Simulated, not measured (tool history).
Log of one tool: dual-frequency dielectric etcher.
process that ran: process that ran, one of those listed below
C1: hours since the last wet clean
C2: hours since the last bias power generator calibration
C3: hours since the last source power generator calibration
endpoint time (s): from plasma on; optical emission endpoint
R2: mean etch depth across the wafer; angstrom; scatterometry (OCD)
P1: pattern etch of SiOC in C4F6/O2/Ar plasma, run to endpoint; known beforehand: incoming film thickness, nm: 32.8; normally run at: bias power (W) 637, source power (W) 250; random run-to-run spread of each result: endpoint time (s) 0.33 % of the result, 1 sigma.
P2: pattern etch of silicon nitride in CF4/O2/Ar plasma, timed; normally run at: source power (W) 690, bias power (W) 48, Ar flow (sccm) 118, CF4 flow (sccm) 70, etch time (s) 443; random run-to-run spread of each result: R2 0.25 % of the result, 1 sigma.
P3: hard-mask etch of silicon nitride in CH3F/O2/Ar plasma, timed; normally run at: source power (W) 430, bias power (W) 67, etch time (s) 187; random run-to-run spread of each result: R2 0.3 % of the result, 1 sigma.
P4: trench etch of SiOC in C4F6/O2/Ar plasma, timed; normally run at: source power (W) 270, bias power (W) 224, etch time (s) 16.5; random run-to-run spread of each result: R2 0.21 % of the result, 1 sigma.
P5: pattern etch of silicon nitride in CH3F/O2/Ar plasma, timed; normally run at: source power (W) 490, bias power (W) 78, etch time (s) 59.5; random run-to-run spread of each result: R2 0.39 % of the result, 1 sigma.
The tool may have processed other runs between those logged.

{"run": 1, "hour": 9.6, "process that ran": "P1", "bias power (W)": 637, "source power (W)": 250, "C1": 191.5, "C2": 1824, "C3": 751, "endpoint time (s)": 12.105}
{"run": 2, "hour": 14.8, "process that ran": "P1", "bias power (W)": 637, "source power (W)": 250, "C1": 196.7, "C2": 1829.2, "C3": 756.2, "endpoint time (s)": 12.127}
{"run": 3, "hour": 20.3, "process that ran": "P3", "bias power (W)": 67, "source power (W)": 600, "etch time (s)": 187, "C1": 202.2, "C2": 1834.7, "C3": 761.7, "R2": 1506.3}
{"run": 4, "hour": 24.8, "process that ran": "P3", "bias power (W)": 67, "source power (W)": 430, "etch time (s)": 268.5, "C1": 206.7, "C2": 1839.2, "C3": 766.2, "R2": 1920.6}
{"run": 5, "hour": 30.7, "process that ran": "P3", "bias power (W)": 67, "source power (W)": 430, "etch time (s)": 187, "C1": 212.6, "C2": 1845.1, "C3": 772.1, "R2": 1330.6}
{"run": 6, "hour": 37.0, "process that ran": "P1", "bias power (W)": 637, "source power (W)": 250, "C1": 218.9, "C2": 1851.4, "C3": 778.4, "endpoint time (s)": 12.066}
{"run": 7, "hour": 44.1, "process that ran": "P5", "bias power (W)": 57, "source power (W)": 490, "etch time (s)": 59.5, "C1": 226, "C2": 1858.5, "C3": 785.5, "R2": 424.55}
{"run": 8, "hour": 53.0, "process that ran": "P1", "bias power (W)": 881, "source power (W)": 250, "C1": 234.9, "C2": 1867.4, "C3": 794.4, "endpoint time (s)": 10.623}
{"run": 9, "hour": 62.6, "process that ran": "P2", "bias power (W)": 58, "source power (W)": 690, "etch time (s)": 443, "Ar flow (sccm)": 118, "CF4 flow (sccm)": 70, "C1": 244.5, "C2": 1877, "C3": 804, "R2": 11047}
{"run": 10, "hour": 69.1, "process that ran": "P5", "bias power (W)": 78, "source power (W)": 490, "etch time (s)": 59.5, "C1": 251, "C2": 1883.5, "C3": 810.5, "R2": 468.77}
{"run": 11, "hour": 74.1, "process that ran": "P2", "bias power (W)": 48, "source power (W)": 460, "etch time (s)": 443, "Ar flow (sccm)": 118, "CF4 flow (sccm)": 70, "C1": 256, "C2": 1888.5, "C3": 815.5, "R2": 7270.2}
{"run": 12, "hour": 79.8, "process that ran": "P4", "bias power (W)": 224, "source power (W)": 270, "etch time (s)": 16.5, "C1": 261.7, "C2": 1894.2, "C3": 821.2, "R2": 312.31}
{"run": 13, "hour": 86.4, "process that ran": "P2", "bias power (W)": 48, "source power (W)": 690, "etch time (s)": 443, "Ar flow (sccm)": 118, "CF4 flow (sccm)": 70, "C1": 268.3, "C2": 1900.8, "C3": 827.8, "R2": 10285}
{"run": 14, "hour": 91.3, "process that ran": "P1", "bias power (W)": 820, "source power (W)": 320, "C1": 273.2, "C2": 1905.7, "C3": 832.7, "endpoint time (s)": 9.9988}
{"run": 15, "hour": 99.0, "process that ran": "P2", "bias power (W)": 48, "source power (W)": 690, "etch time (s)": 549.5, "Ar flow (sccm)": 118, "CF4 flow (sccm)": 70, "C1": 280.9, "C2": 1913.4, "C3": 840.4, "R2": 12762}
{"run": 16, "hour": 104.3, "process that ran": "P1", "bias power (W)": 637, "source power (W)": 330, "C1": 286.2, "C2": 1918.7, "C3": 845.7, "endpoint time (s)": 10.936}
{"run": 17, "hour": 112.8, "process that ran": "P1", "bias power (W)": 637, "source power (W)": 250, "C1": 294.7, "C2": 1927.2, "C3": 854.2, "endpoint time (s)": 12.067}
{"run": 18, "hour": 119.7, "process that ran": "P2", "bias power (W)": 48, "source power (W)": 690, "etch time (s)": 443, "Ar flow (sccm)": 70, "CF4 flow (sccm)": 70, "C1": 301.6, "C2": 1934.1, "C3": 861.1, "R2": 11066}
{"run": 19, "hour": 124.5, "process that ran": "P4", "bias power (W)": 224, "source power (W)": 270, "etch time (s)": 22, "C1": 306.4, "C2": 1938.9, "C3": 865.9, "R2": 416.47}
{"run": 20, "hour": 130.8, "process that ran": "P2", "bias power (W)": 48, "source power (W)": 690, "etch time (s)": 443, "Ar flow (sccm)": 118, "CF4 flow (sccm)": 49, "C1": 312.7, "C2": 1945.2, "C3": 872.2, "R2": 9723.6}
{"hour": 133.4, "done": "source power generator calibrated"}
{"run": 21, "hour": 139.2, "process that ran": "P1", "bias power (W)": 637, "source power (W)": 190, "C1": 321.1, "C2": 1953.6, "C3": 5.9, "endpoint time (s)": 13.38}
{"run": 22, "hour": 145.1, "process that ran": "P3", "bias power (W)": 54, "source power (W)": 430, "etch time (s)": 187, "C1": 327, "C2": 1959.5, "C3": 11.8, "R2": 1250}
{"run": 23, "hour": 151.0, "process that ran": "P4", "bias power (W)": 311, "source power (W)": 270, "etch time (s)": 16.5, "C1": 332.9, "C2": 1965.4, "C3": 17.7, "R2": 350.98}
{"run": 24, "hour": 155.3, "process that ran": "P5", "bias power (W)": 78, "source power (W)": 490, "etch time (s)": 84.5, "C1": 337.2, "C2": 1969.7, "C3": 22, "R2": 666.23}
{"run": 25, "hour": 164.1, "process that ran": "P4", "bias power (W)": 224, "source power (W)": 380, "etch time (s)": 16.5, "C1": 346, "C2": 1978.5, "C3": 30.8, "R2": 355.62}
{"run": 26, "hour": 173.5, "process that ran": "P1", "bias power (W)": 496, "source power (W)": 250, "C1": 355.4, "C2": 1987.9, "C3": 40.2, "endpoint time (s)": 13.304}
{"run": 27, "hour": 180.8, "process that ran": "P5", "bias power (W)": 78, "source power (W)": 490, "etch time (s)": 59.5, "C1": 362.7, "C2": 1995.2, "C3": 47.5, "R2": 470.95}
{"run": 28, "hour": 186.1, "process that ran": "P5", "bias power (W)": 78, "source power (W)": 690, "etch time (s)": 59.5, "C1": 368, "C2": 2000.5, "C3": 52.8, "R2": 535.54}
{"run": 29, "hour": 193.1, "process that ran": "P1", "bias power (W)": 637, "source power (W)": 250, "C1": 375, "C2": 2007.5, "C3": 59.8, "endpoint time (s)": 12.014}
{"run": 30, "hour": 202.2, "process that ran": "P1", "bias power (W)": 637, "source power (W)": 250, "C1": 384.1, "C2": 2016.6, "C3": 68.9, "endpoint time (s)": 12.207}
{"run": 31, "hour": 207.8, "process that ran": "P1", "bias power (W)": 637, "source power (W)": 250, "C1": 389.7, "C2": 2022.2, "C3": 74.5, "endpoint time (s)": 12.185}
{"hour": 212.4, "done": "wet clean of the chamber"}
{"run": 32, "hour": 216.0, "process that ran": "P1", "bias power (W)": 637, "source power (W)": 250, "C1": 3.7, "C2": 2030.4, "C3": 82.7, "endpoint time (s)": 12.257}
{"run": 33, "hour": 221.7, "process that ran": "P1", "bias power (W)": 637, "source power (W)": 250, "C1": 9.4, "C2": 2036.1, "C3": 88.4, "endpoint time (s)": 12.262}
{"run": 34, "hour": 230.3, "process that ran": "P1", "bias power (W)": 637, "source power (W)": 250, "C1": 18, "C2": 2044.7, "C3": 97, "endpoint time (s)": 12.263}
{"run": 35, "hour": 236.7, "process that ran": "P1", "bias power (W)": 637, "source power (W)": 250, "C1": 24.4, "C2": 2051.1, "C3": 103.4, "endpoint time (s)": 12.334}
{"run": 36, "hour": 242.0, "process that ran": "P1", "bias power (W)": 637, "source power (W)": 250, "C1": 29.7, "C2": 2056.4, "C3": 108.7, "endpoint time (s)": 12.312}

What P1 gives has crept away from where it was. These 2 causes fit the log equally well, each at the size given:
A: bias power that arrives under what is set, % = 4.1
B: source power that arrives under what is set, % = 4.44
Creep in the process output first set in at about hour 193.1.
All other causes, with the reason each is excluded:
chamber walls in a state that lowers the etch rate, %: serviced at hour 212.4, after the change had begun; the process did not return to its earlier output

Question marks stand in for the results of the 4 check runs listed below, each run on one wafer. Under which run would the listed causes show clearly different results?
{"run": "check 1", "hour": 247.3, "process that ran": "P4", "bias power (W)": 224, "source power (W)": 350, "etch time (s)": 20, "R2": "?"}
{"run": "check 2", "hour": 247.3, "process that ran": "P5", "bias power (W)": 78, "source power (W)": 670, "etch time (s)": 81, "R2": "?"}
{"run": "check 3", "hour": 247.3, "process that ran": "P2", "bias power (W)": 48, "source power (W)": 690, "etch time (s)": 443, "Ar flow (sccm)": 91, "CF4 flow (sccm)": 70, "R2": "?"}
{"run": "check 4", "hour": 247.3, "process that ran": "P3", "bias power (W)": 67, "source power (W)": 430, "etch time (s)": 265.5, "R2": "?"}

How each check would come out, cause by cause:
check=check_1 result=R2 if_A=413.31 if_B=411.88
check=check_2 result=R2 if_A=710.15 if_B=707.74
check=check_3 result=R2 if_A=10526 if_B=10277
check=check_4 result=R2 if_A=1868.7 if_B=1862.5
Per check, the gap between the least separated pair of causes, taken in the result that splits them most: check 1 0.35 %; check 2 0.34 %; check 3 2.39 %; check 4 0.33 %
Check 3 is the one run that separates the causes; every other check would come out nearly the same whichever cause is at work.

With check 3 done, the readings were: R2 10475 angstrom. Identify which of the listed causes applies.

The cause is A: bias power that arrives under what is set, %.
